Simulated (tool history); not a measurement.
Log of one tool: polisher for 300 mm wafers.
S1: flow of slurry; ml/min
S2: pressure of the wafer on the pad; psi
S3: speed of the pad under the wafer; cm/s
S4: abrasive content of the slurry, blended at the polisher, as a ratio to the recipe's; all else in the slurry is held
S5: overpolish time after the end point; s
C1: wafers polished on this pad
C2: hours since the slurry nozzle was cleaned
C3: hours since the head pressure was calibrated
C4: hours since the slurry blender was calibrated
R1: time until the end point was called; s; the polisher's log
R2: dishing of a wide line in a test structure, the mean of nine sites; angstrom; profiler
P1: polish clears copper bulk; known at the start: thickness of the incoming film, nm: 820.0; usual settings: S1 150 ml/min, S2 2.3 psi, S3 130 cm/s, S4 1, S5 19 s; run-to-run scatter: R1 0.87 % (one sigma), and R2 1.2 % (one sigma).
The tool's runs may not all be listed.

Run 1, hour 4.2: S1 150 ml/min, S2 2.3 psi, S3 130 cm/s, S4 1, S5 19 s; C1 130; C2 273.3; C3 410.5; C4 171.6. Result: R1 73.167 s, R2 933.76 angstrom.
Run 2, hour 11.4: S1 150 ml/min, S2 2.3 psi, S3 130 cm/s, S4 1.3, S5 6 s; C1 195; C2 280.5; C3 417.7; C4 178.8. Result: R1 68.389 s, R2 459.77 angstrom.
Run 3, hour 14.6: S1 150 ml/min, S2 2.3 psi, S3 130 cm/s, S4 1, S5 19 s; C1 224; C2 283.7; C3 420.9; C4 182. Result: R1 72.561 s, R2 923.74 angstrom.
Run 4, hour 18.5: S1 150 ml/min, S2 2.3 psi, S3 130 cm/s, S4 0.6, S5 19 s; C1 259; C2 287.6; C3 424.8; C4 185.9. Result: R1 80.879 s, R2 868.04 angstrom.
Run 5, hour 24.2: S1 150 ml/min, S2 2.3 psi, S3 130 cm/s, S4 1, S5 19 s; C1 310; C2 293.3; C3 430.5; C4 191.6. Result: R1 72.448 s, R2 911.45 angstrom.
Run 6, hour 30: S1 150 ml/min, S2 3.2 psi, S3 130 cm/s, S4 1, S5 19 s; C1 362; C2 299.1; C3 436.3; C4 197.4. Result: R1 52.346 s, R2 1138.6 angstrom.
Run 7, hour 36.9: S1 150 ml/min, S2 2.3 psi, S3 130 cm/s, S4 1, S5 19 s; C1 424; C2 306; C3 443.2; C4 204.3. Result: R1 73.471 s, R2 918.01 angstrom.
Run 8, hour 41.9: S1 150 ml/min, S2 2.3 psi, S3 130 cm/s, S4 1.45, S5 19 s; C1 469; C2 311; C3 448.2; C4 209.3. Result: R1 67.675 s, R2 939.02 angstrom.
Run 9, hour 46.6: S1 150 ml/min, S2 1.2 psi, S3 130 cm/s, S4 1, S5 19 s; C1 511; C2 315.7; C3 452.9; C4 214. Result: R1 139.69 s, R2 551.85 angstrom.
Run 10, hour 52: S1 150 ml/min, S2 2.3 psi, S3 66 cm/s, S4 1, S5 19 s; C1 560; C2 321.1; C3 458.3; C4 219.4. Result: R1 143.79 s, R2 615.44 angstrom.
Run 11, hour 56.6: S1 150 ml/min, S2 2.3 psi, S3 130 cm/s, S4 1, S5 19 s; C1 601; C2 325.7; C3 462.9; C4 224. Result: R1 72.68 s, R2 901 angstrom.
Run 12, hour 61.2: S1 205 ml/min, S2 2.3 psi, S3 130 cm/s, S4 1, S5 19 s; C1 642; C2 330.3; C3 467.5; C4 228.6. Result: R1 70.012 s, R2 958.79 angstrom.
Run 13, hour 67.3: S1 150 ml/min, S2 2.3 psi, S3 130 cm/s, S4 1, S5 19 s; C1 697; C2 336.4; C3 473.6; C4 234.7. Result: R1 71.94 s, R2 908.78 angstrom.
Run 14, hour 72.3: S1 150 ml/min, S2 2.3 psi, S3 130 cm/s, S4 1, S5 6 s; C1 742; C2 341.4; C3 478.6; C4 239.7. Result: R1 72.616 s, R2 430.62 angstrom.
Run 15, hour 79.2: S1 150 ml/min, S2 2.3 psi, S3 130 cm/s, S4 1, S5 19 s; C1 804; C2 348.3; C3 485.5; C4 246.6. Result: R1 72.455 s, R2 901.55 angstrom.
Run 16, hour 85.5: S1 150 ml/min, S2 2.3 psi, S3 130 cm/s, S4 1, S5 35 s; C1 860; C2 354.6; C3 491.8; C4 252.9. Result: R1 71.849 s, R2 1087.3 angstrom.

Run 17 comes next. What will it give?
Run 17, hour 89.5: S1 90 ml/min, S2 2.3 psi, S3 130 cm/s, S4 1, S5 19 s; C1 896; C2 358.6; C3 495.8; C4 256.9. Result: R1 ?, R2 ?.

Run 17 gave R1 81.55 s, R2 870.32 angstrom.

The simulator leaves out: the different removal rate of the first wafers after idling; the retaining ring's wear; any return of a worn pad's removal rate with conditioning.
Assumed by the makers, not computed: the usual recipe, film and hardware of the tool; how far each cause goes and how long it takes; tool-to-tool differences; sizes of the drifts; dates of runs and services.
